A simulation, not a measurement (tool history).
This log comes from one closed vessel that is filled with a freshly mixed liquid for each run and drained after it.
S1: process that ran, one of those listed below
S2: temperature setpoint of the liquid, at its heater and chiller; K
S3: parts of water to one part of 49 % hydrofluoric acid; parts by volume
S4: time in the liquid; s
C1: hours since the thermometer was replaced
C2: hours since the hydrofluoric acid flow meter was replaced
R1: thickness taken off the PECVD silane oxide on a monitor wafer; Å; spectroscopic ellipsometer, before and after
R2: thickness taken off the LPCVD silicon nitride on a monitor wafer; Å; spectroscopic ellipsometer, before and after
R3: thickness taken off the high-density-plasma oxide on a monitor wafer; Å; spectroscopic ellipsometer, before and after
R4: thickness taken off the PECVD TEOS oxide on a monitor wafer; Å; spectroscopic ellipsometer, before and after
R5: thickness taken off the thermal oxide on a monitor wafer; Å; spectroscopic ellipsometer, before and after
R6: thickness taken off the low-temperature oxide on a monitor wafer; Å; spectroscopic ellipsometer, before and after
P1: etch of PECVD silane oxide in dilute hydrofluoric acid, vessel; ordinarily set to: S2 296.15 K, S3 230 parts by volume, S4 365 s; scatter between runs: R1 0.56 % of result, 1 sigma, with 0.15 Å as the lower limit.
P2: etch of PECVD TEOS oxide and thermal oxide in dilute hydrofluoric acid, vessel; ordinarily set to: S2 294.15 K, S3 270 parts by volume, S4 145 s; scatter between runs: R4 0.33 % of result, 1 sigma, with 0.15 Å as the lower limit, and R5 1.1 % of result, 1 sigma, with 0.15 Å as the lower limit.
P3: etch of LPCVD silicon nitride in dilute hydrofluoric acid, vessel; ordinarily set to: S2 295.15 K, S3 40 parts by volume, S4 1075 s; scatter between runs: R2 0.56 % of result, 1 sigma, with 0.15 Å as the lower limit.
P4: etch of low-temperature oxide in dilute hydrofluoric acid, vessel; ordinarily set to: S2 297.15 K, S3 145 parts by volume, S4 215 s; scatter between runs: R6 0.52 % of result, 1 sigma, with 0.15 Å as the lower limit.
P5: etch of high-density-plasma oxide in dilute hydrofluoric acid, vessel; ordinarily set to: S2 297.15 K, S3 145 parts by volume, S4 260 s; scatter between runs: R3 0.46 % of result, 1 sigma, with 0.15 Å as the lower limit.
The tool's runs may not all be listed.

Run 1, hour 11.7: S1 P1, S2 296.15 K, S3 230 parts by volume, S4 365 s; C1 554.4; C2 167.6. Result: R1 197.09 Å.
Run 2, hour 18.5: S1 P3, S2 295.15 K, S3 60 parts by volume, S4 1075 s; C1 561.2; C2 174.4. Result: R2 89.563 Å.
Run 3, hour 24.8: S1 P1, S2 296.15 K, S3 350 parts by volume, S4 365 s; C1 567.5; C2 180.7. Result: R1 116.41 Å.
Run 4, hour 36.9: S1 P1, S2 302.65 K, S3 85 parts by volume, S4 365 s; C1 579.6; C2 192.8. Result: R1 814.13 Å.
Run 5, hour 43.7: S1 P3, S2 302.65 K, S3 40 parts by volume, S4 1075 s; C1 586.4; C2 199.6. Result: R2 219.36 Å.
Run 6, hour 50.1: S1 P5, S2 297.15 K, S3 145 parts by volume, S4 260 s; C1 592.8; C2 206. Result: R3 158.86 Å.
Run 7, hour 60.4: S1 P2, S2 294.15 K, S3 485 parts by volume, S4 145 s; C1 603.1; C2 216.3. Result: R4 46.532 Å, R5 8.5892 Å.
Run 8, hour 69.4: S1 P4, S2 297.15 K, S3 145 parts by volume, S4 425 s; C1 612.1; C2 225.3. Result: R6 495.63 Å.
Run 9, hour 81.6: S1 P1, S2 296.15 K, S3 230 parts by volume, S4 165 s; C1 624.3; C2 237.5. Result: R1 88.169 Å.
Run 10, hour 93: S1 P3, S2 295.15 K, S3 40 parts by volume, S4 2105 s; C1 635.7; C2 248.9. Result: R2 261.9 Å.
Run 11, hour 104.9: S1 P1, S2 296.15 K, S3 230 parts by volume, S4 365 s; C1 647.6; C2 260.8. Result: R1 198.38 Å.
Run 12, hour 114.4: S1 P2, S2 294.15 K, S3 270 parts by volume, S4 145 s; C1 657.1; C2 270.3. Result: R4 100.15 Å, R5 18.354 Å.
At hour 116.6: hydrofluoric acid flow meter replaced.
Run 13, hour 122.8: S1 P5, S2 297.15 K, S3 260 parts by volume, S4 260 s; C1 665.5; C2 6.2. Result: R3 78.741 Å.
Run 14, hour 130.4: S1 P1, S2 296.15 K, S3 230 parts by volume, S4 365 s; C1 673.1; C2 13.8. Result: R1 196.79 Å.
Run 15, hour 138.1: S1 P1, S2 296.15 K, S3 230 parts by volume, S4 365 s; C1 680.8; C2 21.5. Result: R1 197.73 Å.
Run 16, hour 146.8: S1 P1, S2 292.15 K, S3 230 parts by volume, S4 30 s; C1 689.5; C2 30.2. Result: R1 14.08 Å.
Run 17, hour 159.5: S1 P2, S2 301.15 K, S3 270 parts by volume, S4 145 s; C1 702.2; C2 42.9. Result: R4 128.46 Å, R5 23.301 Å.
Run 18, hour 166.1: S1 P4, S2 293.65 K, S3 145 parts by volume, S4 215 s; C1 708.8; C2 49.5. Result: R6 218.89 Å.
Run 19, hour 178.8: S1 P5, S2 292.65 K, S3 145 parts by volume, S4 260 s; C1 721.5; C2 62.2. Result: R3 131.86 Å.
Run 20, hour 186.9: S1 P1, S2 296.15 K, S3 230 parts by volume, S4 365 s; C1 729.6; C2 70.3. Result: R1 197.92 Å.
Run 21, hour 196.4: S1 P1, S2 296.15 K, S3 145 parts by volume, S4 365 s; C1 739.1; C2 79.8. Result: R1 343.5 Å.
Run 22, hour 202.1: S1 P4, S2 297.15 K, S3 210 parts by volume, S4 215 s; C1 744.8; C2 85.5. Result: R6 162.4 Å.
Run 23, hour 211.6: S1 P5, S2 297.15 K, S3 145 parts by volume, S4 40 s; C1 754.3; C2 95. Result: R3 24.254 Å.
Run 24, hour 222.9: S1 P1, S2 296.15 K, S3 100 parts by volume, S4 155 s; C1 765.6; C2 106.3. Result: R1 223.68 Å.
Run 25, hour 232.3: S1 P2, S2 294.15 K, S3 270 parts by volume, S4 30 s; C1 775; C2 115.7. Result: R4 20.743 Å, R5 3.817 Å.
Run 26, hour 245.2: S1 P3, S2 295.15 K, S3 40 parts by volume, S4 1075 s; C1 787.9; C2 128.6. Result: R2 133.48 Å.
Run 27, hour 252.1: S1 P1, S2 301.15 K, S3 230 parts by volume, S4 365 s; C1 794.8; C2 135.5. Result: R1 233.89 Å.
Run 28, hour 264: S1 P1, S2 296.15 K, S3 230 parts by volume, S4 650 s; C1 806.7; C2 147.4. Result: R1 348.52 Å.
Run 29, hour 276.1: S1 P2, S2 294.15 K, S3 270 parts by volume, S4 145 s; C1 818.8; C2 159.5. Result: R4 99.406 Å, R5 18.873 Å.
Run 30, hour 287.9: S1 P4, S2 297.15 K, S3 145 parts by volume, S4 215 s; C1 830.6; C2 171.3. Result: R6 250.13 Å.
Run 31, hour 300: S1 P1, S2 290.15 K, S3 230 parts by volume, S4 365 s; C1 842.7; C2 183.4. Result: R1 157.63 Å.
Run 32, hour 311.6: S1 P1, S2 296.15 K, S3 230 parts by volume, S4 365 s; C1 854.3; C2 195. Result: R1 197.73 Å.
Run 33, hour 323.9: S1 P1, S2 296.15 K, S3 230 parts by volume, S4 365 s; C1 866.6; C2 207.3. Result: R1 189.7 Å.
Run 34, hour 331.9: S1 P1, S2 296.15 K, S3 230 parts by volume, S4 365 s; C1 874.6; C2 215.3. Result: R1 187.94 Å.
Run 35, hour 340.1: S1 P1, S2 296.15 K, S3 230 parts by volume, S4 365 s; C1 882.8; C2 223.5. Result: R1 185.98 Å.
Run 36, hour 352.4: S1 P1, S2 296.15 K, S3 230 parts by volume, S4 365 s; C1 895.1; C2 235.8. Result: R1 182.49 Å.
Run 37, hour 359.6: S1 P1, S2 296.15 K, S3 230 parts by volume, S4 365 s; C1 902.3; C2 243. Result: R1 183.32 Å.
Run 38, hour 370: S1 P1, S2 296.15 K, S3 230 parts by volume, S4 365 s; C1 912.7; C2 253.4. Result: R1 182.7 Å.
Run 39, hour 376.2: S1 P1, S2 296.15 K, S3 230 parts by volume, S4 365 s; C1 918.9; C2 259.6. Result: R1 181.41 Å.
Run 40, hour 385.5: S1 P1, S2 296.15 K, S3 230 parts by volume, S4 365 s; C1 928.2; C2 268.9. Result: R1 180.03 Å.
Run 41, hour 398.6: S1 P1, S2 296.15 K, S3 230 parts by volume, S4 365 s; C1 941.3; C2 282. Result: R1 181.91 Å.

What P1 gives has crept off from where it sat before. The 2 causes that follow fit the log equally well, each at the size noted:
A: liquid colder than its thermometer reads (K) = 2.2
B: hydrofluoric acid flow below the setpoint (%) = 6.37
Creep in the process output first set in at about hour 311.6.

4 check runs are offered, one wafer each, their results left as question marks. Which one tells the causes apart?
Run check 1, hour 411.7: S1 P3, S2 301.15 K, S3 40 parts by volume, S4 1075 s. Result: R2 ?.
Run check 2, hour 411.7: S1 P2, S2 294.15 K, S3 480 parts by volume, S4 35 s. Result: R4 ?, R5 ?.
Run check 3, hour 411.7: S1 P4, S2 293.65 K, S3 145 parts by volume, S4 420 s. Result: R6 ?.
Run check 4, hour 411.7: S1 P5, S2 293.65 K, S3 245 parts by volume, S4 260 s. Result: R3 ?.

If the cause were each of the candidates in turn, the checks would give the following:
  check  result    if A    if B
check 1      R2  173.05  187.74
check 2      R4  10.541  10.353
check 2      R5  1.9604  1.9254
check 3      R6  392.67  397.47
check 4      R3  68.205  68.331
Per check, the gap between the least separated pair of causes, taken in the result that splits them most: check 1 8.15 %; check 2 1.8 %; check 3 1.22 %; check 4 0.18 %
The other checks would show nearly matching results whichever cause is true, so check 1 is the only one that separates the causes.

Check 1 was carried out, with these results: R2 174.05 Å. Which of the listed causes is responsible?

The cause is A: liquid colder than its thermometer reads (K).

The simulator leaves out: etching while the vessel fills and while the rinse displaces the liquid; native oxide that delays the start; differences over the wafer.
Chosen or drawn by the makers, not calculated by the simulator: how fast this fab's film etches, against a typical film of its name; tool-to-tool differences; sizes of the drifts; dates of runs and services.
